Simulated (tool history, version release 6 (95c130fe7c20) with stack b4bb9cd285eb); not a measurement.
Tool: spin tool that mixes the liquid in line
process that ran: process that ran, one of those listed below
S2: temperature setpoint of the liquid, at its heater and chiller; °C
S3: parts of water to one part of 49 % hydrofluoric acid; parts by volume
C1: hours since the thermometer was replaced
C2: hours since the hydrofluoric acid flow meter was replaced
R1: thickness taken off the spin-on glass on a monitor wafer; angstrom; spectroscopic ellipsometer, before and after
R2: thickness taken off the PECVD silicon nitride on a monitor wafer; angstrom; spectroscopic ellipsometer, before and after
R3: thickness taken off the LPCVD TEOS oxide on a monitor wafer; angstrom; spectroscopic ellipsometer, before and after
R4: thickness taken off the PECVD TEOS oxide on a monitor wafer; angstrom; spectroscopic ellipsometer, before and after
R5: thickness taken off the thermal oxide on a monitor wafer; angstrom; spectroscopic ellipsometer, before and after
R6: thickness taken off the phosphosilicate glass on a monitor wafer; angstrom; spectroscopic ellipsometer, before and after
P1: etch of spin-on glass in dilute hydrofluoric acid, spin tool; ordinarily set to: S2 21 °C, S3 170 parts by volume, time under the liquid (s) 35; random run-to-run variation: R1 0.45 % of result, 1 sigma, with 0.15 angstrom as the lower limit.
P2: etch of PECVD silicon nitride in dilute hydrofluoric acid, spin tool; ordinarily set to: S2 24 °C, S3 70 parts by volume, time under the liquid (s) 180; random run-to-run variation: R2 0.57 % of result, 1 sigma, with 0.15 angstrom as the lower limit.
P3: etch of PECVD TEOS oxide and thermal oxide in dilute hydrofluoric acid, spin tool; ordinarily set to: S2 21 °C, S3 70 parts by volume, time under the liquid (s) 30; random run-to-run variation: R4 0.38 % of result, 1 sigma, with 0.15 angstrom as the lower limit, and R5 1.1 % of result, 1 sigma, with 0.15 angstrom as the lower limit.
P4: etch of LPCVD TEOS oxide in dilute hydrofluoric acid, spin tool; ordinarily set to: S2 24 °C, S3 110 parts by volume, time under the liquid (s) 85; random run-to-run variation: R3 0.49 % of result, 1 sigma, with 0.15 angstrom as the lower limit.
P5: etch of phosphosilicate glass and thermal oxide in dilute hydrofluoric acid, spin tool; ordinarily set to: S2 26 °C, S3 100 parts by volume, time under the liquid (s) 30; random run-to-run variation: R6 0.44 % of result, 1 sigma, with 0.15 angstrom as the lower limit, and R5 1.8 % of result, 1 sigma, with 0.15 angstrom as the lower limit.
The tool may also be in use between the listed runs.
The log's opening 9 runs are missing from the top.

{"run": 10, "hour": 31.7, "process that ran": "P1", "S2": 28.5, "S3": 170, "time under the liquid (s)": 35, "C1": 1150.4, "C2": 355.1, "R1": 69.648}
{"run": 11, "hour": 34.5, "process that ran": "P5", "S2": 26, "S3": 100, "time under the liquid (s)": 30, "C1": 1153.2, "C2": 357.9, "R5": 15.435, "R6": 268.07}
{"run": 12, "hour": 38.1, "process that ran": "P2", "S2": 24, "S3": 70, "time under the liquid (s)": 295, "C1": 1156.8, "C2": 361.5, "R2": 240.78}
{"run": 13, "hour": 40.7, "process that ran": "P3", "S2": 21, "S3": 70, "time under the liquid (s)": 30, "C1": 1159.4, "C2": 364.1, "R4": 104.27, "R5": 19.192}
{"run": 14, "hour": 43.0, "process that ran": "P2", "S2": 24, "S3": 35, "time under the liquid (s)": 180, "C1": 1161.7, "C2": 366.4, "R2": 286.15}
{"run": 15, "hour": 46.2, "process that ran": "P4", "S2": 24, "S3": 110, "time under the liquid (s)": 130, "C1": 1164.9, "C2": 369.6, "R3": 281.32}
{"run": 16, "hour": 48.6, "process that ran": "P1", "S2": 17, "S3": 170, "time under the liquid (s)": 60, "C1": 1167.3, "C2": 372, "R1": 77.345}
{"run": 17, "hour": 51.0, "process that ran": "P4", "S2": 24, "S3": 110, "time under the liquid (s)": 85, "C1": 1169.7, "C2": 374.4, "R3": 183.89}
{"run": 18, "hour": 54.7, "process that ran": "P3", "S2": 21, "S3": 70, "time under the liquid (s)": 30, "C1": 1173.4, "C2": 378.1, "R4": 104.51, "R5": 19.108}
{"run": 19, "hour": 56.7, "process that ran": "P3", "S2": 29, "S3": 70, "time under the liquid (s)": 30, "C1": 1175.4, "C2": 380.1, "R4": 143.45, "R5": 26.901}
{"run": 20, "hour": 60.8, "process that ran": "P1", "S2": 17, "S3": 170, "time under the liquid (s)": 35, "C1": 1179.5, "C2": 384.2, "R1": 44.568}
{"run": 21, "hour": 63.0, "process that ran": "P1", "S2": 21, "S3": 170, "time under the liquid (s)": 50, "C1": 1181.7, "C2": 386.4, "R1": 75.528}
{"run": 22, "hour": 66.6, "process that ran": "P3", "S2": 21, "S3": 70, "time under the liquid (s)": 15, "C1": 1185.3, "C2": 390, "R4": 52.288, "R5": 9.7729}
{"run": 23, "hour": 70.3, "process that ran": "P1", "S2": 21, "S3": 170, "time under the liquid (s)": 35, "C1": 1189, "C2": 393.7, "R1": 52.967}
{"run": 24, "hour": 74.5, "process that ran": "P1", "S2": 21, "S3": 170, "time under the liquid (s)": 35, "C1": 1193.2, "C2": 397.9, "R1": 52.599}
{"run": 25, "hour": 77.3, "process that ran": "P1", "S2": 21, "S3": 170, "time under the liquid (s)": 35, "C1": 1196, "C2": 400.7, "R1": 52.779}
{"run": 26, "hour": 81.1, "process that ran": "P1", "S2": 21, "S3": 170, "time under the liquid (s)": 35, "C1": 1199.8, "C2": 404.5, "R1": 52.217}
{"run": 27, "hour": 83.9, "process that ran": "P4", "S2": 17.5, "S3": 110, "time under the liquid (s)": 85, "C1": 1202.6, "C2": 407.3, "R3": 140.48}
{"run": 28, "hour": 87.9, "process that ran": "P1", "S2": 21, "S3": 170, "time under the liquid (s)": 15, "C1": 1206.6, "C2": 411.3, "R1": 22.728}
{"run": 29, "hour": 90.8, "process that ran": "P2", "S2": 24, "S3": 70, "time under the liquid (s)": 180, "C1": 1209.5, "C2": 414.2, "R2": 146.07}
{"run": 30, "hour": 93.7, "process that ran": "P1", "S2": 24, "S3": 170, "time under the liquid (s)": 15, "C1": 1212.4, "C2": 417.1, "R1": 25.187}

The next listed run, before its measurement:
{"run": 31, "hour": 97.9, "process that ran": "P1", "S2": 21, "S3": 170, "time under the liquid (s)": 35, "C1": 1216.6, "C2": 421.3, "R1": "?"}

Run 31 came out at R1 52.497 angstrom.

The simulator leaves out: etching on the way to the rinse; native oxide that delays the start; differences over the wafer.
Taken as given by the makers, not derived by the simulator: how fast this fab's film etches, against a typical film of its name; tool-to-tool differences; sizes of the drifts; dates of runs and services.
